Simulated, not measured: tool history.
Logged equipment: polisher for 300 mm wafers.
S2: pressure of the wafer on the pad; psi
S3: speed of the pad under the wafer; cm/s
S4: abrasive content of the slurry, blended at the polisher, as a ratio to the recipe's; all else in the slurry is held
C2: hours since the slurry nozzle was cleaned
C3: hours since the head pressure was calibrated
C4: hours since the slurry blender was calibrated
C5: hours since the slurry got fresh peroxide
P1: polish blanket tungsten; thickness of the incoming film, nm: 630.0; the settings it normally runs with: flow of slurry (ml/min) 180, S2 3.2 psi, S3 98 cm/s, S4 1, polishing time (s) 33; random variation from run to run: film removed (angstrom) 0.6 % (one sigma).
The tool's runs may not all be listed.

Run 1, hour 8.3: flow of slurry (ml/min) 180, S2 3.2 psi, S3 98 cm/s, S4 1, polishing time (s) 33; wafers polished on this pad 1090; C2 333.2; C3 199.4; C4 85.1; C5 40. Result: film removed (angstrom) 1161.4.
Run 2, hour 16.3: flow of slurry (ml/min) 180, S2 3.2 psi, S3 98 cm/s, S4 1, polishing time (s) 33; wafers polished on this pad 1171; C2 341.2; C3 207.4; C4 93.1; C5 48. Result: film removed (angstrom) 1154.
Run 3, hour 28.9: flow of slurry (ml/min) 180, S2 3.2 psi, S3 98 cm/s, S4 1.3, polishing time (s) 33; wafers polished on this pad 1298; C2 353.8; C3 220; C4 105.7; C5 60.6. Result: film removed (angstrom) 1237.4.
At hour 34: slurry blender recalibrated.
Run 4, hour 40.7: flow of slurry (ml/min) 180, S2 3.2 psi, S3 98 cm/s, S4 1, polishing time (s) 33; wafers polished on this pad 1416; C2 365.6; C3 231.8; C4 6.8; C5 72.4. Result: film removed (angstrom) 1163.4.
Run 5, hour 49.6: flow of slurry (ml/min) 180, S2 3.2 psi, S3 52 cm/s, S4 1, polishing time (s) 21; wafers polished on this pad 1506; C2 374.5; C3 240.7; C4 15.7; C5 81.3. Result: film removed (angstrom) 393.15.
Run 6, hour 60: flow of slurry (ml/min) 180, S2 3.2 psi, S3 136 cm/s, S4 1, polishing time (s) 18; wafers polished on this pad 1611; C2 384.9; C3 251.1; C4 26.1; C5 91.7. Result: film removed (angstrom) 879.47.
Run 7, hour 69.8: flow of slurry (ml/min) 180, S2 3.2 psi, S3 44 cm/s, S4 1, polishing time (s) 33; wafers polished on this pad 1709; C2 394.7; C3 260.9; C4 35.9; C5 101.5. Result: film removed (angstrom) 521.24.
Run 8, hour 78.8: flow of slurry (ml/min) 180, S2 3.2 psi, S3 98 cm/s, S4 0.55, polishing time (s) 33; wafers polished on this pad 1800; C2 403.7; C3 269.9; C4 44.9; C5 110.5. Result: film removed (angstrom) 1006.4.
Run 9, hour 89.1: flow of slurry (ml/min) 180, S2 3.2 psi, S3 98 cm/s, S4 1, polishing time (s) 33; wafers polished on this pad 1903; C2 414; C3 280.2; C4 55.2; C5 120.8. Result: film removed (angstrom) 1165.1.
Run 10, hour 103.4: flow of slurry (ml/min) 180, S2 3.2 psi, S3 98 cm/s, S4 1, polishing time (s) 43; wafers polished on this pad 2047; C2 428.3; C3 294.5; C4 69.5; C5 135.1. Result: film removed (angstrom) 1505.8.
Run 11, hour 111.1: flow of slurry (ml/min) 180, S2 4.9 psi, S3 98 cm/s, S4 1, polishing time (s) 33; wafers polished on this pad 2125; C2 436; C3 302.2; C4 77.2; C5 142.8. Result: film removed (angstrom) 1777.8.
Run 12, hour 121.6: flow of slurry (ml/min) 110, S2 3.2 psi, S3 98 cm/s, S4 1, polishing time (s) 33; wafers polished on this pad 2231; C2 446.5; C3 312.7; C4 87.7; C5 153.3. Result: film removed (angstrom) 1070.3.
Run 13, hour 133.3: flow of slurry (ml/min) 180, S2 3.2 psi, S3 154 cm/s, S4 1, polishing time (s) 33; wafers polished on this pad 2348; C2 458.2; C3 324.4; C4 99.4; C5 165. Result: film removed (angstrom) 1814.4.
Run 14, hour 143.9: flow of slurry (ml/min) 180, S2 2.3 psi, S3 98 cm/s, S4 1, polishing time (s) 33; wafers polished on this pad 2455; C2 468.8; C3 335; C4 110; C5 175.6. Result: film removed (angstrom) 831.96.
At hour 147.6: worn pad replaced by a new one.
Run 15, hour 153.6: flow of slurry (ml/min) 180, S2 3.2 psi, S3 98 cm/s, S4 1, polishing time (s) 33; wafers polished on this pad 60; C2 478.5; C3 344.7; C4 119.7; C5 185.3. Result: film removed (angstrom) 1153.1.
Run 16, hour 166.2: flow of slurry (ml/min) 180, S2 3.2 psi, S3 98 cm/s, S4 1, polishing time (s) 15; wafers polished on this pad 187; C2 491.1; C3 357.3; C4 132.3; C5 197.9. Result: film removed (angstrom) 530.81.

For run 17, what comes out?
Run 17, hour 178.1: flow of slurry (ml/min) 180, S2 3.2 psi, S3 150 cm/s, S4 1, polishing time (s) 47; wafers polished on this pad 307; C2 503; C3 369.2; C4 144.2; C5 209.8. Result: film removed (angstrom) ?.

film removed (angstrom): 2502.9
